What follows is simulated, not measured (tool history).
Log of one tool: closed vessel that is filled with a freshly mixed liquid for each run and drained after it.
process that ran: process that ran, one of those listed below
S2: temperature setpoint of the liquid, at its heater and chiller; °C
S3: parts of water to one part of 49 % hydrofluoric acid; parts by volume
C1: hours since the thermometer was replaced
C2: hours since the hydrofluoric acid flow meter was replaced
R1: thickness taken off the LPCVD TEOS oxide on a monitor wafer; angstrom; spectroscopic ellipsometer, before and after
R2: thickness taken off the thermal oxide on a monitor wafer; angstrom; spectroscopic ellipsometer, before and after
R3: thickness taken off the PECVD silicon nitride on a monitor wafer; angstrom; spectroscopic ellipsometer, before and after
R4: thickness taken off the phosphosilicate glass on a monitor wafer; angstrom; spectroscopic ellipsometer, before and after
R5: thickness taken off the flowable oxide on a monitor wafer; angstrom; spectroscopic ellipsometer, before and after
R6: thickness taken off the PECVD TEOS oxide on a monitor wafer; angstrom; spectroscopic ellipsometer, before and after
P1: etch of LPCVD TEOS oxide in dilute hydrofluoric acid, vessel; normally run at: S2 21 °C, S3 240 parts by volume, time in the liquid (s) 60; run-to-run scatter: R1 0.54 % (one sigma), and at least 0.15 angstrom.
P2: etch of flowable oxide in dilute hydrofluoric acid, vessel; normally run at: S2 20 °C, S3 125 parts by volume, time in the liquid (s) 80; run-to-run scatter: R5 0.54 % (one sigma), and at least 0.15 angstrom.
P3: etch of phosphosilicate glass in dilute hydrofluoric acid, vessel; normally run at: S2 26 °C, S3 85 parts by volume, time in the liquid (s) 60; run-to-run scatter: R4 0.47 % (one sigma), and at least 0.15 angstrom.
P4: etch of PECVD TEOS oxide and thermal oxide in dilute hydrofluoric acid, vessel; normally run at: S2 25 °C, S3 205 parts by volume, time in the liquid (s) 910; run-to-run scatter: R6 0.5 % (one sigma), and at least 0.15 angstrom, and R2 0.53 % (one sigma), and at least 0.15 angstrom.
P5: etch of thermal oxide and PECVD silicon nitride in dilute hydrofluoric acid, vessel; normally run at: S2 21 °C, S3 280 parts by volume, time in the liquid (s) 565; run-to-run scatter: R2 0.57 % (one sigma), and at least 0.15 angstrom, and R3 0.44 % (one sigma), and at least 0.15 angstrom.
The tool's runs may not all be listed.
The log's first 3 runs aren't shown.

Run 4, hour 13.4: process that ran P1, S2 21 °C, S3 240 parts by volume, time in the liquid (s) 60; C1 372.2; C2 425.8. Result: R1 43.194 angstrom.
Run 5, hour 16.1: process that ran P5, S2 21 °C, S3 280 parts by volume, time in the liquid (s) 565; C1 374.9; C2 428.5. Result: R2 68.954 angstrom, R3 68.632 angstrom.
Run 6, hour 18.5: process that ran P1, S2 21 °C, S3 240 parts by volume, time in the liquid (s) 30; C1 377.3; C2 430.9. Result: R1 21.88 angstrom.
Run 7, hour 21.4: process that ran P1, S2 21 °C, S3 240 parts by volume, time in the liquid (s) 60; C1 380.2; C2 433.8. Result: R1 43.716 angstrom.
Run 8, hour 24.5: process that ran P3, S2 26 °C, S3 85 parts by volume, time in the liquid (s) 60; C1 383.3; C2 436.9. Result: R4 996.23 angstrom.
Run 9, hour 29: process that ran P2, S2 20 °C, S3 175 parts by volume, time in the liquid (s) 80; C1 387.8; C2 441.4. Result: R5 209.94 angstrom.
Run 10, hour 33.9: process that ran P1, S2 21 °C, S3 110 parts by volume, time in the liquid (s) 60; C1 392.7; C2 446.3. Result: R1 109.6 angstrom.
Run 11, hour 37.2: process that ran P5, S2 21 °C, S3 280 parts by volume, time in the liquid (s) 565; C1 396; C2 449.6. Result: R2 69.482 angstrom, R3 68.863 angstrom.
Run 12, hour 40.7: process that ran P5, S2 21 °C, S3 110 parts by volume, time in the liquid (s) 565; C1 399.5; C2 453.1. Result: R2 209.37 angstrom, R3 171.55 angstrom.
Run 13, hour 44.5: process that ran P3, S2 26 °C, S3 35 parts by volume, time in the liquid (s) 60; C1 403.3; C2 456.9. Result: R4 2606.8 angstrom.
Run 14, hour 48.9: process that ran P1, S2 21 °C, S3 430 parts by volume, time in the liquid (s) 60; C1 407.7; C2 461.3. Result: R1 20.384 angstrom.
Run 15, hour 52.3: process that ran P2, S2 17 °C, S3 125 parts by volume, time in the liquid (s) 80; C1 411.1; C2 464.7. Result: R5 274.39 angstrom.
Run 16, hour 54.6: process that ran P3, S2 31.5 °C, S3 85 parts by volume, time in the liquid (s) 60; C1 413.4; C2 467. Result: R4 1229.3 angstrom.
Run 17, hour 57.6: process that ran P1, S2 21 °C, S3 240 parts by volume, time in the liquid (s) 60; C1 416.4; C2 470. Result: R1 43.476 angstrom.
Run 18, hour 61.2: process that ran P1, S2 21 °C, S3 430 parts by volume, time in the liquid (s) 30; C1 420; C2 473.6. Result: R1 10.472 angstrom.
Run 19, hour 64.6: process that ran P1, S2 21 °C, S3 240 parts by volume, time in the liquid (s) 85; C1 423.4; C2 477. Result: R1 61.848 angstrom.
Run 20, hour 68.6: process that ran P2, S2 20 °C, S3 125 parts by volume, time in the liquid (s) 80; C1 427.4; C2 481. Result: R5 309.21 angstrom.
Run 21, hour 71.4: process that ran P1, S2 26.5 °C, S3 240 parts by volume, time in the liquid (s) 60; C1 430.2; C2 483.8. Result: R1 53.036 angstrom.
Run 22, hour 74.1: process that ran P3, S2 26 °C, S3 85 parts by volume, time in the liquid (s) 30; C1 432.9; C2 486.5. Result: R4 496.47 angstrom.
Run 23, hour 78.3: process that ran P4, S2 25 °C, S3 205 parts by volume, time in the liquid (s) 910; C1 437.1; C2 490.7. Result: R2 197.1 angstrom, R6 464.31 angstrom.
Run 24, hour 82.1: process that ran P1, S2 17 °C, S3 240 parts by volume, time in the liquid (s) 60; C1 440.9; C2 494.5. Result: R1 37.062 angstrom.
Run 25, hour 85.3: process that ran P2, S2 20 °C, S3 125 parts by volume, time in the liquid (s) 155; C1 444.1; C2 497.7. Result: R5 593.82 angstrom.
Run 26, hour 88.3: process that ran P4, S2 25 °C, S3 365 parts by volume, time in the liquid (s) 910; C1 447.1; C2 500.7. Result: R2 94.089 angstrom, R6 221.41 angstrom.
Run 27, hour 91: process that ran P1, S2 21 °C, S3 50 parts by volume, time in the liquid (s) 35; C1 449.8; C2 503.4. Result: R1 149.12 angstrom.

Forecast run 28:
Run 28, hour 95.4: process that ran P4, S2 30.5 °C, S3 205 parts by volume, time in the liquid (s) 910; C1 454.2; C2 507.8. Result: R2 ?, R6 ?.

Run 28 gave R2 237.37 angstrom, R6 564.1 angstrom.
